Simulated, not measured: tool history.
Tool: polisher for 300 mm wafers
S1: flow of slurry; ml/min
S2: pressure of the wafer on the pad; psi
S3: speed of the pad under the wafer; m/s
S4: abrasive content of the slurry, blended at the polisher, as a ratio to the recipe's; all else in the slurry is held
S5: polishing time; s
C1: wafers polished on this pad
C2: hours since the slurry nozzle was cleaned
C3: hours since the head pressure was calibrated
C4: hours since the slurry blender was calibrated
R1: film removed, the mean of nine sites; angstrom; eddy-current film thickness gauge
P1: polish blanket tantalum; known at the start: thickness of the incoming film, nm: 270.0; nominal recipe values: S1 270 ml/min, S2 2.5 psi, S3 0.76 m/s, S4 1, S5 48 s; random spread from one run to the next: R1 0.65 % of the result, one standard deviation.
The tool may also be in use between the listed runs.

run 1 hour=8.2 | S1=270 S2=2.5 S3=0.76 S4=1 S5=48 | C1=496 C2=157.7 C3=355.6 C4=288.4 | R1=646.79
run 2 hour=17.1 | S1=270 S2=2.5 S3=0.76 S4=1 S5=29 | C1=586 C2=166.6 C3=364.5 C4=297.3 | R1=385.97
run 3 hour=27.7 | S1=160 S2=2.5 S3=0.76 S4=1 S5=48 | C1=692 C2=177.2 C3=375.1 C4=307.9 | R1=598.51
run 4 hour=37.5 | S1=270 S2=2.5 S3=0.76 S4=1 S5=68 | C1=790 C2=187 C3=384.9 C4=317.7 | R1=907.7
run 5 hour=47.7 | S1=270 S2=1.6 S3=0.76 S4=1 S5=48 | C1=893 C2=197.2 C3=395.1 C4=327.9 | R1=412.99
run 6 hour=59.9 | S1=270 S2=2.5 S3=0.76 S4=0.5 S5=48 | C1=1015 C2=209.4 C3=407.3 C4=340.1 | R1=494.9
run 7 hour=66.1 | S1=270 S2=2.5 S3=0.48 S4=1 S5=48 | C1=1078 C2=215.6 C3=413.5 C4=346.3 | R1=404.87
run 8 hour=74.9 | S1=270 S2=4 S3=0.76 S4=1 S5=48 | C1=1166 C2=224.4 C3=422.3 C4=355.1 | R1=1024.7
run 9 hour=82.5 | S1=270 S2=2.5 S3=0.76 S4=1 S5=48 | C1=1242 C2=232 C3=429.9 C4=362.7 | R1=637.55
run 10 hour=93 | S1=270 S2=2.5 S3=0.76 S4=1 S5=48 | C1=1348 C2=242.5 C3=440.4 C4=373.2 | R1=644.51
run 11 hour=104.8 | S1=270 S2=3.6 S3=0.58 S4=1 S5=48 | C1=1466 C2=254.3 C3=452.2 C4=385 | R1=694.38
run 12 hour=114 | S1=270 S2=2.5 S3=0.76 S4=1 S5=48 | C1=1558 C2=263.5 C3=461.4 C4=394.2 | R1=643.56
run 13 hour=123.3 | S1=270 S2=2.5 S3=0.76 S4=1 S5=48 | C1=1652 C2=272.8 C3=470.7 C4=403.5 | R1=635.17
-- hour=127.1 slurry nozzle cleaned
run 14 hour=131.6 | S1=270 S2=2.5 S3=0.76 S4=1.45 S5=48 | C1=1735 C2=4.6 C3=479 C4=411.8 | R1=714.68
run 15 hour=142.2 | S1=270 S2=2.5 S3=1.1 S4=1 S5=48 | C1=1842 C2=15.2 C3=489.6 C4=422.4 | R1=932.29
run 16 hour=152.3 | S1=420 S2=2.5 S3=0.76 S4=1 S5=48 | C1=1943 C2=25.3 C3=499.7 C4=432.5 | R1=664.19
run 17 hour=163.5 | S1=270 S2=2.5 S3=0.76 S4=1 S5=48 | C1=2056 C2=36.5 C3=510.9 C4=443.7 | R1=648.97
run 18 hour=171.8 | S1=270 S2=2.5 S3=0.76 S4=1 S5=48 | C1=2139 C2=44.8 C3=519.2 C4=452 | R1=618.15
run 19 hour=178.2 | S1=270 S2=2.5 S3=0.76 S4=1 S5=48 | C1=2203 C2=51.2 C3=525.6 C4=458.4 | R1=616.8
run 20 hour=185.5 | S1=270 S2=2.5 S3=0.76 S4=1 S5=48 | C1=2276 C2=58.5 C3=532.9 C4=465.7 | R1=603.48
run 21 hour=197.2 | S1=270 S2=2.5 S3=0.76 S4=1 S5=48 | C1=2394 C2=70.2 C3=544.6 C4=477.4 | R1=603.07
run 22 hour=207.5 | S1=270 S2=2.5 S3=0.76 S4=1 S5=48 | C1=2497 C2=80.5 C3=554.9 C4=487.7 | R1=590.05
-- hour=215.3 slurry nozzle cleaned
run 23 hour=218.3 | S1=270 S2=2.5 S3=0.76 S4=1 S5=48 | C1=2606 C2=3.1 C3=565.7 C4=498.5 | R1=590.84
-- hour=225.2 worn pad replaced by a new one
run 24 hour=230.8 | S1=270 S2=2.5 S3=0.76 S4=1 S5=48 | C1=57 C2=15.6 C3=578.2 C4=511 | R1=589.25
run 25 hour=243.7 | S1=270 S2=2.5 S3=0.76 S4=1 S5=48 | C1=186 C2=28.5 C3=591.1 C4=523.9 | R1=590
run 26 hour=249.9 | S1=270 S2=2.5 S3=0.76 S4=1 S5=48 | C1=248 C2=34.7 C3=597.3 C4=530.1 | R1=590.06

Compared with where it was, what P1 gives has crept away. Each cause listed below fits the log as well as the rest, at the size given for it:
A: abrasive missing from the slurry, % = 22.8
B: head's pressure below its setpoint, % = 7.76
Creep in the process output first set in at about hour 163.5.
Ruled out, with reasons:
removal rate lost through wear of the pad, %: serviced at hour 225.2, which brought nothing back
slurry flow missing at the pad, %: serviced at hour 215.3, which brought nothing back

The list below offers 4 check runs, each averaging the results of 2 wafers, and shows each result as a question mark. For which of them would the listed causes give clearly different results?
run check 1 hour=256.1 | S1=385 S2=2.5 S3=0.76 S4=1 S5=48 | R1=?
run check 2 hour=256.1 | S1=270 S2=2.5 S3=0.76 S4=0.55 S5=48 | R1=?
run check 3 hour=256.1 | S1=410 S2=2.5 S3=0.76 S4=1 S5=48 | R1=?
run check 4 hour=256.1 | S1=270 S2=3.2 S3=0.76 S4=1 S5=48 | R1=?

Outcome of each check run for each possible cause:
check=check_1 result=R1 if_A=607.41 if_B=607.55
check=check_2 result=R1 if_A=460.8 if_B=477.89
check=check_3 result=R1 if_A=610.04 if_B=610.19
check=check_4 result=R1 if_A=754.52 if_B=754.7
Smallest distance between any two causes, each pair judged by its most separating result, in per cent: check 1 0.02 %; check 2 3.64 %; check 3 0.02 %; check 4 0.02 %
Of the check runs offered, only check 2 discriminates between the causes; the rest would read about the same regardless of which cause applies.

Running check 2 produced the following: R1 461.03 angstrom. Which one of the listed causes fits?

It was cause A: abrasive missing from the slurry, %.

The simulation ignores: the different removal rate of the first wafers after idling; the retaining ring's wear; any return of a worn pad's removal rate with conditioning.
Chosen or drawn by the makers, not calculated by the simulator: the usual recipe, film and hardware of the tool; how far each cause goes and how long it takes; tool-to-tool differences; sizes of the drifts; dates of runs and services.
